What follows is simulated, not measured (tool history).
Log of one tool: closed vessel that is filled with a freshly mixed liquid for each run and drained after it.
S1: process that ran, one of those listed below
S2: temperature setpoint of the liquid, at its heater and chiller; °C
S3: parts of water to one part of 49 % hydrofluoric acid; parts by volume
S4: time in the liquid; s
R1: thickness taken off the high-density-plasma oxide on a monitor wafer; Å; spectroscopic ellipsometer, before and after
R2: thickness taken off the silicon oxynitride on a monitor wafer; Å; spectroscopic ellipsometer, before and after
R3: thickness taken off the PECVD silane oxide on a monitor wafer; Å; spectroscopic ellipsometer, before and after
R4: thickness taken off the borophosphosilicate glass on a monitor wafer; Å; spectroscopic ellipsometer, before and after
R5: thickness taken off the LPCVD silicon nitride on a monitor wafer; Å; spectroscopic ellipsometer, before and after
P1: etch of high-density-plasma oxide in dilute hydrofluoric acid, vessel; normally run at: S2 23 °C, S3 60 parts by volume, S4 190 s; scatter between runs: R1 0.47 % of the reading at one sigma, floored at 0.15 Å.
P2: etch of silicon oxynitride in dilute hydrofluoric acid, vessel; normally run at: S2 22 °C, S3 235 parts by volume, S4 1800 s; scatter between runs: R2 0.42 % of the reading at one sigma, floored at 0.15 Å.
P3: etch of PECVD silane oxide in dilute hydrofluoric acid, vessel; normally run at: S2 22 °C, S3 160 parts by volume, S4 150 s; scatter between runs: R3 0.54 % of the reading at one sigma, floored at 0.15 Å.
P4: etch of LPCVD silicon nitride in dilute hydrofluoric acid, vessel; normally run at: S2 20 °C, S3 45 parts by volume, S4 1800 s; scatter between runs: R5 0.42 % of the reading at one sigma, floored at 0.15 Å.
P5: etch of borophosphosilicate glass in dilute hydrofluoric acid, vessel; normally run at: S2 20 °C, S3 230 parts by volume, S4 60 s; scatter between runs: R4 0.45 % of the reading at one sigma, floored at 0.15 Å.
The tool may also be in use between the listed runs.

| run | day | S1 | S2 | S3 | S4 | R1 | R2 | R3 | R4 | R5 |
|---|---|---|---|---|---|---|---|---|---|---|
| 1 | 0.317 | P1 | 23 | 60 | 190 | 164.69 |  |  |  |  |
| 2 | 0.842 | P2 | 22 | 235 | 95 |  | 15.797 |  |  |  |
| 3 | 1.258 | P1 | 17 | 100 | 190 | 72.832 |  |  |  |  |
| 4 | 1.733 | P1 | 23 | 90 | 265 | 146.72 |  |  |  |  |
| 5 | 2.279 | P3 | 22 | 160 | 150 |  |  | 225.51 |  |  |
| 6 | 2.712 | P1 | 31 | 60 | 190 | 224.04 |  |  |  |  |
| 7 | 3.354 | P1 | 23 | 60 | 190 | 162.51 |  |  |  |  |
| 8 | 3.808 | P1 | 23 | 60 | 190 | 163.72 |  |  |  |  |
| 9 | 4.304 | P1 | 23 | 60 | 285 | 243.53 |  |  |  |  |
| 10 | 4.833 | P1 | 23 | 90 | 190 | 104.79 |  |  |  |  |
| 11 | 5.425 | P5 | 20 | 230 | 105 |  |  |  | 256.58 |  |
| 12 | 5.738 | P1 | 23 | 60 | 190 | 164.09 |  |  |  |  |
| 13 | 6.308 | P5 | 20 | 45 | 60 |  |  |  | 908.38 |  |
| 14 | 6.592 | P3 | 22 | 160 | 215 |  |  | 327.36 |  |  |
| 15 | 7.125 | P4 | 17 | 45 | 1800 |  |  |  |  | 119.12 |
| 16 | 7.629 | P3 | 22 | 250 | 150 |  |  | 131.45 |  |  |
| 17 | 8.271 | P1 | 23 | 35 | 190 | 289.77 |  |  |  |  |
| 18 | 8.817 | P5 | 17 | 230 | 60 |  |  |  | 130.23 |  |
| 19 | 9.212 | P4 | 20 | 60 | 1800 |  |  |  |  | 111.82 |
| 20 | 9.7 | P2 | 29.5 | 235 | 1800 |  | 414.16 |  |  |  |
| 21 | 10.333 | P1 | 17 | 60 | 190 | 127.05 |  |  |  |  |
| 22 | 10.667 | P1 | 23 | 60 | 95 | 81.336 |  |  |  |  |
|  | 10.775 | hydrofluoric acid flow meter replaced |
| 23 | 11.038 | P2 | 22 | 235 | 1800 |  | 298.44 |  |  |  |
| 24 | 11.542 | P4 | 20 | 45 | 1800 |  |  |  |  | 146.37 |
| 25 | 12.175 | P4 | 20 | 45 | 3610 |  |  |  |  | 295.41 |
| 26 | 12.738 | P3 | 17 | 160 | 150 |  |  | 186.41 |  |  |
| 27 | 13.071 | P1 | 23 | 60 | 190 | 164.14 |  |  |  |  |
| 28 | 13.55 | P5 | 20 | 230 | 60 |  |  |  | 146.06 |  |
| 29 | 14.192 | P5 | 20 | 230 | 60 |  |  |  | 145.95 |  |
| 30 | 14.583 | P2 | 22 | 380 | 1800 |  | 168.06 |  |  |  |
| 31 | 15.058 | P1 | 23 | 60 | 190 | 163.54 |  |  |  |  |
| 32 | 15.55 | P1 | 23 | 60 | 190 | 158.08 |  |  |  |  |
| 33 | 15.829 | P1 | 23 | 60 | 190 | 154.88 |  |  |  |  |
| 34 | 16.196 | P1 | 23 | 60 | 190 | 153.45 |  |  |  |  |
| 35 | 16.625 | P1 | 23 | 60 | 190 | 153.08 |  |  |  |  |
| 36 | 17.15 | P1 | 23 | 60 | 190 | 152.51 |  |  |  |  |
| 37 | 17.783 | P1 | 23 | 60 | 190 | 151.98 |  |  |  |  |
| 38 | 18.121 | P1 | 23 | 60 | 190 | 150.06 |  |  |  |  |
| 39 | 18.625 | P1 | 23 | 60 | 190 | 151.15 |  |  |  |  |

The output of P1 has drifted from where it used to be. Each of the 2 causes below, taken at the size shown beside it, accounts for the log equally well:
A: liquid colder than its thermometer reads (K) = 1.95
B: hydrofluoric acid flow below the setpoint (%) = 7.2
At approximately day 15.058, the process output began to creep.

Listed below are the offered check runs, one wafer per run, with question marks in place of results. For which of them would the causes give clearly different outcomes?
| check 1 | 19.129 | P2 | 25 | 235 | 1800 |  | ? |  |  |  |
| check 2 | 19.129 | P5 | 20 | 50 | 60 |  |  |  | ? |  |
| check 3 | 19.129 | P4 | 20 | 45 | 3490 |  |  |  |  | ? |
| check 4 | 19.129 | P3 | 18 | 220 | 150 |  |  | ? |  |  |

What each check would give under each cause:
| check | result | if A | if B |
|---|---|---|---|
| check 1 | R2 | 314.3 | 313.4 |
| check 2 | R4 | 748.89 | 751.95 |
| check 3 | R5 | 247.81 | 264.24 |
| check 4 | R3 | 123.28 | 121.65 |
Gap, in per cent, between the two causes that each check separates least, read from the result that separates them most: check 1 0.29 %; check 2 0.41 %; check 3 6.42 %; check 4 1.33 %
Of the check runs offered, only check 3 discriminates between the causes; the rest would read about the same regardless of which cause applies.

Running check 3 produced the following: R5 264.18 Å. Which one of the listed causes fits?

It is B: hydrofluoric acid flow below the setpoint (%).
